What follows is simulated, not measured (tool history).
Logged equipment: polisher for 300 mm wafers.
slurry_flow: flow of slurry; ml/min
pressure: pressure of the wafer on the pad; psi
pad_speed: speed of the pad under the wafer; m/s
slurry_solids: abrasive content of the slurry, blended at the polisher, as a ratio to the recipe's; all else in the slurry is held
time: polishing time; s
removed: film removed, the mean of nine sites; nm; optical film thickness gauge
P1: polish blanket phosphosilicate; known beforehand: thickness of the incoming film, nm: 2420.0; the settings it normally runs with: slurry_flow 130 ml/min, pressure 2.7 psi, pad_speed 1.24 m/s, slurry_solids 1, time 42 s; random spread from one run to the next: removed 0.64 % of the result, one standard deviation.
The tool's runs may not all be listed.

| run | hour | slurry_flow | pressure | pad_speed | slurry_solids | time | wafers polished on this pad | hours since the slurry nozzle was cleaned | hours since the head pressure was calibrated | hours since the slurry blender was calibrated | hours since the conditioning disc was replaced | removed |
|---|---|---|---|---|---|---|---|---|---|---|---|---|
| 1 | 7.7 | 130 | 2.7 | 1.24 | 1 | 42 | 359 | 518.5 | 395.4 | 153.1 | 165.7 | 432.27 |
| 2 | 15.6 | 130 | 2.7 | 1.9 | 1 | 42 | 474 | 526.4 | 403.3 | 161 | 173.6 | 613.74 |
|  | 19.2 | slurry blender recalibrated |
| 3 | 25.8 | 130 | 2.7 | 1.24 | 1 | 60 | 622 | 536.6 | 413.5 | 6.7 | 183.8 | 631.14 |
| 4 | 31.7 | 130 | 2.7 | 0.62 | 1 | 42 | 708 | 542.5 | 419.4 | 12.6 | 189.7 | 251.51 |
| 5 | 41.1 | 130 | 1.6 | 1.24 | 1 | 42 | 845 | 551.9 | 428.8 | 22 | 199.1 | 258.62 |
| 6 | 47.8 | 130 | 2.7 | 1.24 | 1 | 42 | 942 | 558.6 | 435.5 | 28.7 | 205.8 | 440.32 |
| 7 | 60 | 180 | 3.5 | 1.24 | 1 | 42 | 1119 | 570.8 | 447.7 | 40.9 | 218 | 599.27 |
| 8 | 70.7 | 130 | 3.9 | 1.24 | 1 | 42 | 1275 | 581.5 | 458.4 | 51.6 | 228.7 | 640 |
| 9 | 78.6 | 130 | 2.7 | 1.24 | 1 | 42 | 1390 | 589.4 | 466.3 | 59.5 | 236.6 | 436.07 |
| 10 | 88.6 | 130 | 2.7 | 1.24 | 1 | 42 | 1535 | 599.4 | 476.3 | 69.5 | 246.6 | 432.81 |
| 11 | 97.2 | 130 | 2.7 | 1.24 | 1.5 | 42 | 1660 | 608 | 484.9 | 78.1 | 255.2 | 519.13 |
| 12 | 106.8 | 80 | 2.7 | 1.24 | 1 | 42 | 1800 | 617.6 | 494.5 | 87.7 | 264.8 | 392 |
| 13 | 118.1 | 130 | 2.7 | 1.24 | 1 | 28 | 1964 | 628.9 | 505.8 | 99 | 276.1 | 293.45 |
| 14 | 128.8 | 180 | 2.7 | 1.24 | 1 | 42 | 2120 | 639.6 | 516.5 | 109.7 | 286.8 | 463.05 |
| 15 | 138.5 | 130 | 2.7 | 1.24 | 1 | 42 | 2261 | 649.3 | 526.2 | 119.4 | 296.5 | 438.25 |
| 16 | 150.4 | 130 | 2.7 | 1.24 | 0.55 | 42 | 2434 | 661.2 | 538.1 | 131.3 | 308.4 | 322.97 |
| 17 | 157.5 | 130 | 2.7 | 1.24 | 1 | 42 | 2537 | 668.3 | 545.2 | 138.4 | 315.5 | 441.27 |
| 18 | 169.6 | 130 | 2.7 | 1.24 | 1 | 42 | 2713 | 680.4 | 557.3 | 150.5 | 327.6 | 436.84 |

What will run 19 give?
| 19 | 175 | 130 | 2.7 | 1.24 | 1 | 42 | 2791 | 685.8 | 562.7 | 155.9 | 333 | ? |

Run 19 yielded removed 435.67 nm.
